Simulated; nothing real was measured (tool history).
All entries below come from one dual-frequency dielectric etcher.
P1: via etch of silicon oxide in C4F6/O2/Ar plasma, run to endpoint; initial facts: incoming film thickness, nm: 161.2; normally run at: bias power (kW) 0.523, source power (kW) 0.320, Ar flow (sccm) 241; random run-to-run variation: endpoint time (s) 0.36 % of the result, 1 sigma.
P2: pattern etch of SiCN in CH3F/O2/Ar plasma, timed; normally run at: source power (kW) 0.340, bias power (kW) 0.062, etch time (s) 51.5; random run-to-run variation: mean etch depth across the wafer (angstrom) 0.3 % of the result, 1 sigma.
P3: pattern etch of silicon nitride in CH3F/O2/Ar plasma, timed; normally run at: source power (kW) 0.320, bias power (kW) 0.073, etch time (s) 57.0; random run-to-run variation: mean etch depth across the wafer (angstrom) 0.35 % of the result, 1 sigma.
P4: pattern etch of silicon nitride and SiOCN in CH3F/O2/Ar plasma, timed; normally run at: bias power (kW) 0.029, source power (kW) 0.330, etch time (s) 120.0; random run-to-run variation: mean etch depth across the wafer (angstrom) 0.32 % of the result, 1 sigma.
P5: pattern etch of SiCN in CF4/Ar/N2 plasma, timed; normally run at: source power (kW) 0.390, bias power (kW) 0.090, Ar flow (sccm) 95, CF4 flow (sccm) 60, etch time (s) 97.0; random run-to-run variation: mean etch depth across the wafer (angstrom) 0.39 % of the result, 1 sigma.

run     day  process that ran  bias power (kW)  source power (kW)  Ar flow (sccm)  etch time (s)  CF4 flow (sccm)  endpoint time (s)  mean etch depth across the wafer (angstrom)
  1   0.417                P1            0.523              0.320             241                                             37.648
  2   0.888                P3            0.073              0.320                           57.0                                                                           371.01
  3   1.375                P5            0.090              0.390              95           97.0               60                                                          756.28
  4   1.812                P3            0.073              0.320                           57.0                                                                           371.07
  5   2.300                P2            0.085              0.340                           51.5                                                                           195.59
      2.788  -- source power generator calibrated
  6   2.875                P2            0.062              0.230                           51.5                                                                           151.40
  7   3.458                P4            0.035              0.330                          120.0                                                                           182.19
  8   4.012                P4            0.029              0.330                          180.0                                                                           250.24
  9   4.367                P1            0.523              0.320             197                                             36.966
 10   4.808                P3            0.073              0.420                           57.0                                                                           414.07
 11   5.396                P3            0.051              0.320                           57.0                                                                           330.19
 12   5.704                P1            0.354              0.230             241                                             48.887
 13   6.142                P2            0.062              0.340                           51.5                                                                           175.81
 14   6.512                P1            0.685              0.320             241                                             34.131
 15   6.888                P1            0.523              0.320             241                                             37.822
 16   7.375                P5            0.090              0.390              95          118.0               60                                                          916.46
 17   7.650                P1            0.329              0.250             241                                             49.183
 18   8.212                P1            0.523              0.210             241                                             44.129
 19   8.712                P1            0.523              0.320             241                                             37.710
 20   9.296                P4            0.029              0.330                          120.0                                                                           167.15
 21   9.600                P1            0.406              0.320             241                                             41.381
 22  10.183                P1            0.523              0.320             241                                             37.900
 23  10.579                P3            0.073              0.320                           76.0                                                                           494.97
 24  10.842                P1            0.523              0.320             286                                             38.237
 25  11.300                P1            0.523              0.320             241                                             37.728
 26  11.888                P1            0.680              0.320             332                                             35.676
 27  12.192                P5            0.090              0.390             120           97.0               60                                                          728.57
 28  12.679                P2            0.062              0.340                           51.5                                                                           174.14
 29  13.112                P4            0.029              0.460                          120.0                                                                           187.91
 30  13.433                P5            0.090              0.390              95           97.0               39                                                          708.88
 31  13.879                P2            0.062              0.340                           77.0                                                                           262.01
 32  14.225                P5            0.090              0.280              95           97.0               60                                                          567.53
 33  14.812                P1            0.523              0.410             241                                             34.327
 34  15.208                P5            0.090              0.390              95           97.0               60                                                          752.45
 35  15.721                P5            0.121              0.390              95           97.0               60                                                          838.95
 36  16.279                P1            0.523              0.320             241                                             37.827
 37  16.608                P1            0.523              0.320             241                                             37.738
 38  16.921                P1            0.523              0.320             241                                             37.280
 39  17.446                P1            0.523              0.320             241                                             37.408
 40  17.783                P1            0.523              0.320             241                                             37.309
     17.871  -- Ar flow controller replaced
 41  18.308                P1            0.523              0.320             241                                             37.188
     18.388  -- wet clean of the chamber
 42  18.667                P1            0.523              0.320             241                                             37.165
 43  18.925                P1            0.523              0.320             241                                             36.980
 44  19.433                P1            0.523              0.320             241                                             36.982

P1 no longer gives what it gave before; its output has crept away from where it was. The following 2 causes, each at its listed size, fit the log equally well:
A: source power that arrives over what is set, % = 5
B: bias power that arrives over what is set, % = 4.8
Onset of the creep was near day 16.279.
Why every other cause is out:
chamber walls in a state that raises the etch rate, %: serviced at day 18.388, after the change had begun; the process did not return to its earlier output
Ar flow that arrives under what is set, %: serviced at day 17.871, after the change had begun; the process did not return to its earlier output

Of the 4 check runs below, each run on 2 wafers with the results averaged and each result still a question mark, which one would tell the listed causes apart?
check 1  19.942                P2            0.074              0.340                           76.0                                                                                ?
check 2  19.942                P3            0.073              0.410                           72.0                                                                                ?
check 3  19.942                P5            0.090              0.280              95           97.0               60                                                               ?
check 4  19.942                P4            0.029              0.450                          177.5                                                                                ?

How each check would come out, cause by cause:
  check                                       result    if A    if B
check 1  mean etch depth across the wafer (angstrom)  279.80  279.44
check 2  mean etch depth across the wafer (angstrom)  525.60  524.37
check 3  mean etch depth across the wafer (angstrom)  590.62  576.28
check 4  mean etch depth across the wafer (angstrom)  279.20  280.66
Separation of the two closest causes in each check, using whichever result separates them best: check 1 0.13 %; check 2 0.23 %; check 3 2.46 %; check 4 0.52 %
Check 3 distinguishes between the causes, while the remaining checks would return nearly the same result for all of them.

Check 3 has now been run. It gave: mean etch depth across the wafer (angstrom) 576.90. Which of the candidate causes is it?

The correct cause is B, namely: bias power that arrives over what is set, %.
